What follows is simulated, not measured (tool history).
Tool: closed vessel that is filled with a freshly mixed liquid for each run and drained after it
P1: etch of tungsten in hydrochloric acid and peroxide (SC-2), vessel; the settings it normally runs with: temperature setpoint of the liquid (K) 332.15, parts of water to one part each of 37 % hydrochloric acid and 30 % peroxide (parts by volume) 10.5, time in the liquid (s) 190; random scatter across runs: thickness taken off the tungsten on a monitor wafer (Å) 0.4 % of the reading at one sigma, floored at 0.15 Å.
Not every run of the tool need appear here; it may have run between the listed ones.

run	day	temperature setpoint of the liquid (K)	parts of water to one part each of 37 % hydrochloric acid and 30 % peroxide (parts by volume)	time in the liquid (s)	hours since the thermometer was replaced	hours since the chemicals flow meter was replaced	hours since the drum of peroxide was connected	thickness taken off the tungsten on a monitor wafer (Å)
1	0.292	332.15	10.5	190	341.6	400.9	530.2	372.78
2	0.504	332.15	10.5	190	346.7	406.0	535.3	373.54
3	0.908	332.15	14.0	190	356.4	415.7	545.0	291.48
4	1.204	345.15	10.5	190	363.5	422.8	552.1	819.86
5	1.562	332.15	10.5	190	372.1	431.4	560.7	369.49
6	1.854	332.15	10.5	365	379.1	438.4	567.7	717.66
7	2.046	332.15	4.0	190	383.7	443.0	572.3	780.44
8	2.371	332.15	10.5	190	391.5	450.8	580.1	376.19
9	2.642	321.15	10.5	190	398.0	457.3	586.6	182.50
10	2.838	332.15	10.5	190	402.7	462.0	591.3	373.27
# day 2.867: chemicals flow meter replaced
11	3.104	332.15	10.5	80	409.1	5.8	597.7	158.39
12	3.488	340.65	10.5	375	418.3	15.0	606.9	1250.80
13	3.762	332.15	10.5	190	424.9	21.6	613.5	376.36
14	4.054	332.15	10.5	190	431.9	28.6	620.5	372.71
15	4.458	332.15	10.5	190	441.6	38.3	630.2	386.89

Forecast run 16:
16	4.867	332.15	10.5	190	451.4	48.1	640.0	?

Run 16 measured thickness taken off the tungsten on a monitor wafer (Å) 397.13.
